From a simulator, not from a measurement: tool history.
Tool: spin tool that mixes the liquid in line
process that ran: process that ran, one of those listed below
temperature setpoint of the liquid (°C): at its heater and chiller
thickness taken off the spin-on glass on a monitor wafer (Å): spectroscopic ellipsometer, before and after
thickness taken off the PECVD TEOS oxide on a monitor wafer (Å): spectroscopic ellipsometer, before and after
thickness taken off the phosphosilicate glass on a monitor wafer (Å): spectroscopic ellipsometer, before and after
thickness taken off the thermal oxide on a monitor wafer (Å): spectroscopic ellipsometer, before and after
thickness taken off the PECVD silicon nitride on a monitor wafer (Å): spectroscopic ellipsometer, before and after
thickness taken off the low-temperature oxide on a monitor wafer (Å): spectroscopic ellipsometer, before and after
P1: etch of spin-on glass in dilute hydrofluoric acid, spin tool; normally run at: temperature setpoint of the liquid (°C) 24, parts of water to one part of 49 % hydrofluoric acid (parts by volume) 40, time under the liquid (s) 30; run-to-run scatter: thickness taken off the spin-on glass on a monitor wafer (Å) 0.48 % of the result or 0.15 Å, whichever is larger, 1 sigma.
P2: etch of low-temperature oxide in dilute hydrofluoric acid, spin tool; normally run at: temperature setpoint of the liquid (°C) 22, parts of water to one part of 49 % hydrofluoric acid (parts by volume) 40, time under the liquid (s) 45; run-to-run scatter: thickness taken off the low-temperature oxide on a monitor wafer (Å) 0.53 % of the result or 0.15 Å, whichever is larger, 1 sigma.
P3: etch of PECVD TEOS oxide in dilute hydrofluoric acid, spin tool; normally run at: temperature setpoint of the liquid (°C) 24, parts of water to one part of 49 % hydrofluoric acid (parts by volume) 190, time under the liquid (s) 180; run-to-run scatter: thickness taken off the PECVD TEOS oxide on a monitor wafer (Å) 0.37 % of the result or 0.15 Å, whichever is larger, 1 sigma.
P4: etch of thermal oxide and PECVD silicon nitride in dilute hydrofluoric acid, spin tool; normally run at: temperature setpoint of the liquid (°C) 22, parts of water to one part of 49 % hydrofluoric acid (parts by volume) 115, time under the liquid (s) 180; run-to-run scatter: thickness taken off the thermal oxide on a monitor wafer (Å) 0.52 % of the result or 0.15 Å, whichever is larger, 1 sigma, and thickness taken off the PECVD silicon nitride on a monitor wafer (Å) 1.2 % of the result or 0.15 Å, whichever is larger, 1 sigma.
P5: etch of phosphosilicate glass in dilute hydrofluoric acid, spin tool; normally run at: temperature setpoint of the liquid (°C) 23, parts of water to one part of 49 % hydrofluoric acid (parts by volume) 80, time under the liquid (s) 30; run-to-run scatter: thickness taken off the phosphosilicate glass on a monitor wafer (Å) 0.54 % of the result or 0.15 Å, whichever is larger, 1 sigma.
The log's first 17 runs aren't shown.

run	day	process that ran	temperature setpoint of the liquid (°C)	parts of water to one part of 49 % hydrofluoric acid (parts by volume)	time under the liquid (s)	hours since the thermometer was replaced	hours since the hydrofluoric acid flow meter was replaced	thickness taken off the spin-on glass on a monitor wafer (Å)	thickness taken off the PECVD TEOS oxide on a monitor wafer (Å)	thickness taken off the phosphosilicate glass on a monitor wafer (Å)	thickness taken off the thermal oxide on a monitor wafer (Å)	thickness taken off the PECVD silicon nitride on a monitor wafer (Å)	thickness taken off the low-temperature oxide on a monitor wafer (Å)
18	9.112	P1	19	20	30	87.5	718.9	615.85					
19	9.55	P5	17	80	30	98	729.4			298.6			
20	10.192	P1	24	40	50	113.4	744.8	622.42					
21	10.758	P3	24	190	180	127	758.4		240.83				
22	11.425	P1	24	40	30	143	774.4	370.7					
23	11.75	P2	17	40	45	150.8	782.2						117.09
24	12.421	P5	23	140	30	166.9	798.3			206.03			
25	12.742	P5	23	80	30	174.6	806			386.12			
26	13.296	P5	23	80	55	187.9	819.3			714.39			
27	13.638	P2	22	40	45	196.1	827.5						146.06
28	13.967	P1	24	20	30	204	835.4	767.11					
29	14.467	P2	22	20	45	216	847.4						296
30	14.979	P4	27.5	115	180	228.3	859.7				81.948	34.199	
31	15.5	P1	24	40	30	240.8	872.2	374.37					
32	16.112	P1	24	60	30	255.5	886.9	241.35					
33	16.571	P3	24	190	180	266.5	897.9		240.61				

Run 34 comes next. What will it give?
34	17.271	P3	24	30	180	283.3	914.7		?				

thickness taken off the PECVD TEOS oxide on a monitor wafer (Å): 1865.6
